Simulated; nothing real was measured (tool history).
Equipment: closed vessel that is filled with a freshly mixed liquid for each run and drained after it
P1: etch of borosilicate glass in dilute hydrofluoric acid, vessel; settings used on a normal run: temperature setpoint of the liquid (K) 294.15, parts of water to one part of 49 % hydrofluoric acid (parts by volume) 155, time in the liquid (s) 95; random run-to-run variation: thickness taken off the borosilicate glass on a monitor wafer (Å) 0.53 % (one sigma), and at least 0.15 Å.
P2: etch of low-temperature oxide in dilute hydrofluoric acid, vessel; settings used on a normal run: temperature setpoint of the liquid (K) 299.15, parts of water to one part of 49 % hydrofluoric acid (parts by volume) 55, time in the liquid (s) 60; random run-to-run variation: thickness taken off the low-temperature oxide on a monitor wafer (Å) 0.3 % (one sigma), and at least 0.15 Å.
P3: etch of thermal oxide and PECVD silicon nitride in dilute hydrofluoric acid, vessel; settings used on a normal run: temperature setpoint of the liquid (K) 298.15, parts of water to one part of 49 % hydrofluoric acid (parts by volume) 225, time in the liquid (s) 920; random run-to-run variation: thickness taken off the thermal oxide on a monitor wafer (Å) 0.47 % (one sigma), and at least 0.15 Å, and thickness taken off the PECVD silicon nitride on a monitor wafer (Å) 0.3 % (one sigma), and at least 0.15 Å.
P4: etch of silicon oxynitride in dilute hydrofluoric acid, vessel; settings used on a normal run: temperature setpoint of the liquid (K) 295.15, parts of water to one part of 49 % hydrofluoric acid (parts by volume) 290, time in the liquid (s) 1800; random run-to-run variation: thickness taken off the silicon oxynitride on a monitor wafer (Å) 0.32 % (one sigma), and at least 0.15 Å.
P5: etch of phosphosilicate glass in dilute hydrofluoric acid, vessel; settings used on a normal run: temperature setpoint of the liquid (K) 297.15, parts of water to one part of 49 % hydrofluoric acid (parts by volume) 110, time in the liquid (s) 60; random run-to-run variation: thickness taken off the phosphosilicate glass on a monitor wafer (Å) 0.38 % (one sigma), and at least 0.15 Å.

| run | day | process that ran | temperature setpoint of the liquid (K) | parts of water to one part of 49 % hydrofluoric acid (parts by volume) | time in the liquid (s) | thickness taken off the borosilicate glass on a monitor wafer (Å) | thickness taken off the low-temperature oxide on a monitor wafer (Å) | thickness taken off the silicon oxynitride on a monitor wafer (Å) | thickness taken off the phosphosilicate glass on a monitor wafer (Å) | thickness taken off the thermal oxide on a monitor wafer (Å) | thickness taken off the PECVD silicon nitride on a monitor wafer (Å) |
|---|---|---|---|---|---|---|---|---|---|---|---|
| 1 | 0.196 | P1 | 294.15 | 155 | 95 | 201.25 |  |  |  |  |  |
| 2 | 0.312 | P2 | 299.15 | 55 | 60 |  | 136.980 |  |  |  |  |
| 3 | 0.446 | P2 | 299.15 | 95 | 60 |  | 75.326 |  |  |  |  |
| 4 | 0.671 | P1 | 294.15 | 155 | 95 | 199.50 |  |  |  |  |  |
| 5 | 0.804 | P1 | 294.15 | 40 | 95 | 882.32 |  |  |  |  |  |
| 6 | 0.954 | P4 | 295.15 | 290 | 845 |  |  | 108.66 |  |  |  |
| 7 | 1.079 | P5 | 297.15 | 110 | 30 |  |  |  | 189.85 |  |  |
| 8 | 1.217 | P2 | 299.15 | 55 | 105 |  | 241.190 |  |  |  |  |
| 9 | 1.421 | P3 | 298.15 | 225 | 920 |  |  |  |  | 180.230 | 158.580 |
| 10 | 1.633 | P1 | 294.15 | 155 | 95 | 198.42 |  |  |  |  |  |
| 11 | 1.862 | P5 | 297.15 | 55 | 60 |  |  |  | 821.43 |  |  |
| 12 | 2.054 | P3 | 291.15 | 225 | 920 |  |  |  |  | 138.400 | 101.600 |
| 13 | 2.279 | P3 | 298.15 | 390 | 920 |  |  |  |  | 88.412 | 92.148 |
| 14 | 2.454 | P1 | 290.15 | 155 | 95 | 170.08 |  |  |  |  |  |
| 15 | 2.667 | P5 | 292.65 | 110 | 60 |  |  |  | 320.55 |  |  |
| 16 | 2.829 | P4 | 295.15 | 150 | 1800 |  |  | 490.74 |  |  |  |
| 17 | 3.062 | P5 | 297.15 | 110 | 60 |  |  |  | 378.25 |  |  |
| 18 | 3.196 | P1 | 298.15 | 155 | 95 | 234.33 |  |  |  |  |  |
| 19 | 3.325 | P1 | 299.15 | 155 | 165 | 422.10 |  |  |  |  |  |
| 20 | 3.567 | P1 | 294.15 | 100 | 170 | 585.74 |  |  |  |  |  |
| 21 | 3.792 | P1 | 294.15 | 155 | 170 | 355.84 |  |  |  |  |  |
| 22 | 4.004 | P2 | 303.65 | 55 | 60 |  | 163.890 |  |  |  |  |
| 23 | 4.221 | P3 | 298.15 | 225 | 1600 |  |  |  |  | 315.790 | 278.130 |
| 24 | 4.462 | P3 | 298.15 | 225 | 920 |  |  |  |  | 180.200 | 159.560 |
| 25 | 4.612 | P1 | 294.15 | 155 | 95 | 200.04 |  |  |  |  |  |
| 26 | 4.838 | P1 | 294.15 | 265 | 95 | 104.62 |  |  |  |  |  |
| 27 | 5.000 | P4 | 300.65 | 290 | 1800 |  |  | 290.68 |  |  |  |
| 28 | 5.196 | P1 | 294.15 | 155 | 35 | 73.25 |  |  |  |  |  |
| 29 | 5.442 | P1 | 294.15 | 155 | 95 | 197.58 |  |  |  |  |  |

For run 30, what comes out?
| 30 | 5.592 | P4 | 295.15 | 290 | 1800 |  |  | ? |  |  |  |

thickness taken off the silicon oxynitride on a monitor wafer (Å): 230.76
